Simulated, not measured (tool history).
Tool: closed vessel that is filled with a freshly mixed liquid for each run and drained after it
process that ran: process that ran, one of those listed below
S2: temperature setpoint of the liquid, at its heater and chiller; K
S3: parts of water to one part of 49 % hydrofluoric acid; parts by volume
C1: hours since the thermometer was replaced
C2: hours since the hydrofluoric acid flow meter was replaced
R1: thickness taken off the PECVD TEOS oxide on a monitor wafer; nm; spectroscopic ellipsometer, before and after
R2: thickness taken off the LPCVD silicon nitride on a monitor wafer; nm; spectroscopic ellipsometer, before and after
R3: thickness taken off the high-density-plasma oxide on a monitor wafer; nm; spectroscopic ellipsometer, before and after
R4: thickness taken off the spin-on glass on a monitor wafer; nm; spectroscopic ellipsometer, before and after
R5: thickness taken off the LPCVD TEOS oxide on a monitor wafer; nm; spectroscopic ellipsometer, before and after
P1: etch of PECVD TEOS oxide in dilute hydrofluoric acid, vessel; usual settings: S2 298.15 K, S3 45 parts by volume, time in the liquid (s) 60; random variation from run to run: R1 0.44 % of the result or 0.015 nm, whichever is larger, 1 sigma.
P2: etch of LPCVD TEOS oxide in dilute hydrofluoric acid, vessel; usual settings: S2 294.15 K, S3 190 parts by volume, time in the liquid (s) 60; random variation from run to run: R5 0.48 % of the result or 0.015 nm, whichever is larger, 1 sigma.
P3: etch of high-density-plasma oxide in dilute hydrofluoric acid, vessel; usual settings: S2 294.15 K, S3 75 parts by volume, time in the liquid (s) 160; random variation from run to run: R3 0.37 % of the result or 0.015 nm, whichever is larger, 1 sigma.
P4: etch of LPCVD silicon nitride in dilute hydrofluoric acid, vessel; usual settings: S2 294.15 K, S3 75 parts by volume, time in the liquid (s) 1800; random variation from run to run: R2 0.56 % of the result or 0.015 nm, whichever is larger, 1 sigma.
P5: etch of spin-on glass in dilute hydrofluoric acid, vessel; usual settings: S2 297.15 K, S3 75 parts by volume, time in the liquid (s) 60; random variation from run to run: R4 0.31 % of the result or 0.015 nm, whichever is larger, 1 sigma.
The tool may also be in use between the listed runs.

run 1 hour=6.5 | process_that_ran=P1 S2=298.15 S3=45 time_in_the_liquid_(s)=60 | C1=1150.2 C2=236.1 | R1=24.572
run 2 hour=17.7 | process_that_ran=P1 S2=298.15 S3=20 time_in_the_liquid_(s)=30 | C1=1161.4 C2=247.3 | R1=28.736
run 3 hour=24.4 | process_that_ran=P4 S2=294.15 S3=30 time_in_the_liquid_(s)=1800 | C1=1168.1 C2=254.0 | R2=22.3290
run 4 hour=31.3 | process_that_ran=P4 S2=294.15 S3=75 time_in_the_liquid_(s)=1800 | C1=1175.0 C2=260.9 | R2=9.1378
run 5 hour=45.2 | process_that_ran=P3 S2=290.15 S3=75 time_in_the_liquid_(s)=160 | C1=1188.9 C2=274.8 | R3=12.444
run 6 hour=58.7 | process_that_ran=P4 S2=294.15 S3=75 time_in_the_liquid_(s)=2865 | C1=1202.4 C2=288.3 | R2=14.6390
run 7 hour=70.1 | process_that_ran=P1 S2=298.15 S3=45 time_in_the_liquid_(s)=60 | C1=1213.8 C2=299.7 | R1=24.534
run 8 hour=78.7 | process_that_ran=P4 S2=290.15 S3=75 time_in_the_liquid_(s)=1800 | C1=1222.4 C2=308.3 | R2=6.9464
run 9 hour=91.4 | process_that_ran=P1 S2=298.15 S3=45 time_in_the_liquid_(s)=60 | C1=1235.1 C2=321.0 | R1=24.590
run 10 hour=104.9 | process_that_ran=P3 S2=294.15 S3=30 time_in_the_liquid_(s)=160 | C1=1248.6 C2=334.5 | R3=39.042
run 11 hour=113.8 | process_that_ran=P1 S2=291.15 S3=45 time_in_the_liquid_(s)=60 | C1=1257.5 C2=343.4 | R1=18.338
run 12 hour=126.2 | process_that_ran=P5 S2=297.15 S3=75 time_in_the_liquid_(s)=110 | C1=1269.9 C2=355.8 | R4=30.245
run 13 hour=137.4 | process_that_ran=P1 S2=298.15 S3=25 time_in_the_liquid_(s)=60 | C1=1281.1 C2=367.0 | R1=45.524
run 14 hour=146.4 | process_that_ran=P5 S2=297.15 S3=75 time_in_the_liquid_(s)=60 | C1=1290.1 C2=376.0 | R4=16.534
run 15 hour=156.2 | process_that_ran=P2 S2=299.65 S3=190 time_in_the_liquid_(s)=60 | C1=1299.9 C2=385.8 | R5=17.162
run 16 hour=163.9 | process_that_ran=P1 S2=298.15 S3=60 time_in_the_liquid_(s)=60 | C1=1307.6 C2=393.5 | R1=18.021
run 17 hour=174.7 | process_that_ran=P1 S2=294.15 S3=45 time_in_the_liquid_(s)=30 | C1=1318.4 C2=404.3 | R1=10.348
run 18 hour=182.6 | process_that_ran=P2 S2=294.15 S3=190 time_in_the_liquid_(s)=60 | C1=1326.3 C2=412.2 | R5=14.117
run 19 hour=192.9 | process_that_ran=P1 S2=298.15 S3=45 time_in_the_liquid_(s)=60 | C1=1336.6 C2=422.5 | R1=24.559
run 20 hour=203.4 | process_that_ran=P5 S2=297.15 S3=20 time_in_the_liquid_(s)=60 | C1=1347.1 C2=433.0 | R4=66.673
run 21 hour=210.1 | process_that_ran=P1 S2=304.65 S3=45 time_in_the_liquid_(s)=30 | C1=1353.8 C2=439.7 | R1=15.858
run 22 hour=219.7 | process_that_ran=P3 S2=294.15 S3=75 time_in_the_liquid_(s)=300 | C1=1363.4 C2=449.3 | R3=27.777
run 23 hour=234.7 | process_that_ran=P2 S2=294.15 S3=35 time_in_the_liquid_(s)=60 | C1=1378.4 C2=464.3 | R5=90.824
run 24 hour=243.4 | process_that_ran=P2 S2=294.15 S3=190 time_in_the_liquid_(s)=60 | C1=1387.1 C2=473.0 | R5=14.125
run 25 hour=251.7 | process_that_ran=P2 S2=294.15 S3=190 time_in_the_liquid_(s)=100 | C1=1395.4 C2=481.3 | R5=23.292
run 26 hour=259.0 | process_that_ran=P1 S2=298.15 S3=45 time_in_the_liquid_(s)=110 | C1=1402.7 C2=488.6 | R1=44.888
run 27 hour=273.0 | process_that_ran=P1 S2=305.65 S3=45 time_in_the_liquid_(s)=60 | C1=1416.7 C2=502.6 | R1=33.229
run 28 hour=286.0 | process_that_ran=P5 S2=291.65 S3=75 time_in_the_liquid_(s)=60 | C1=1429.7 C2=515.6 | R4=13.202
run 29 hour=292.7 | process_that_ran=P1 S2=298.15 S3=45 time_in_the_liquid_(s)=60 | C1=1436.4 C2=522.3 | R1=24.638
run 30 hour=307.1 | process_that_ran=P3 S2=294.15 S3=75 time_in_the_liquid_(s)=160 | C1=1450.8 C2=536.7 | R3=14.750
run 31 hour=317.2 | process_that_ran=P1 S2=298.15 S3=45 time_in_the_liquid_(s)=30 | C1=1460.9 C2=546.8 | R1=12.330
run 32 hour=325.0 | process_that_ran=P1 S2=298.15 S3=45 time_in_the_liquid_(s)=60 | C1=1468.7 C2=554.6 | R1=24.581
run 33 hour=335.9 | process_that_ran=P1 S2=298.15 S3=45 time_in_the_liquid_(s)=60 | C1=1479.6 C2=565.5 | R1=23.341
run 34 hour=346.4 | process_that_ran=P1 S2=298.15 S3=45 time_in_the_liquid_(s)=60 | C1=1490.1 C2=576.0 | R1=22.811
run 35 hour=353.1 | process_that_ran=P1 S2=298.15 S3=45 time_in_the_liquid_(s)=60 | C1=1496.8 C2=582.7 | R1=22.255
run 36 hour=365.8 | process_that_ran=P1 S2=298.15 S3=45 time_in_the_liquid_(s)=60 | C1=1509.5 C2=595.4 | R1=22.376
run 37 hour=373.8 | process_that_ran=P1 S2=298.15 S3=45 time_in_the_liquid_(s)=60 | C1=1517.5 C2=603.4 | R1=22.496
run 38 hour=382.6 | process_that_ran=P1 S2=298.15 S3=45 time_in_the_liquid_(s)=60 | C1=1526.3 C2=612.2 | R1=22.458

What P1 gives has crept away from where it was. These 2 causes fit the log equally well, each at the size given:
A: hydrofluoric acid flow below the setpoint (%) = 8.81
B: liquid colder than its thermometer reads (K) = 2.37
The creep began at about hour 325.0.

4 check runs are offered, one wafer each, their results left as question marks. Which one tells the causes apart?
run check 1 hour=391.4 | process_that_ran=P4 S2=294.15 S3=75 time_in_the_liquid_(s)=2795 | R2=?
run check 2 hour=391.4 | process_that_ran=P3 S2=290.15 S3=75 time_in_the_liquid_(s)=300 | R3=?
run check 3 hour=391.4 | process_that_ran=P5 S2=297.15 S3=20 time_in_the_liquid_(s)=100 | R4=?
run check 4 hour=391.4 | process_that_ran=P2 S2=297.15 S3=45 time_in_the_liquid_(s)=60 | R5=?

What each check would give under each cause:
check=check_1 result=R2 if_A=13.0200 if_B=12.1040
check=check_2 result=R3 if_A=21.140 if_B=21.089
check=check_3 result=R4 if_A=101.160 if_B=100.540
check=check_4 result=R5 if_A=71.620 if_B=71.565
How far apart the two closest causes lie, in the result that separates them most: check 1 7.29 %; check 2 0.24 %; check 3 0.62 %; check 4 0.08 %
Check 1 tells the causes apart: in the others they would give nearly the same result.

Then check 1 was run and gave: R2 12.0970 nm. Which cause is it?

It is B: liquid colder than its thermometer reads (K).
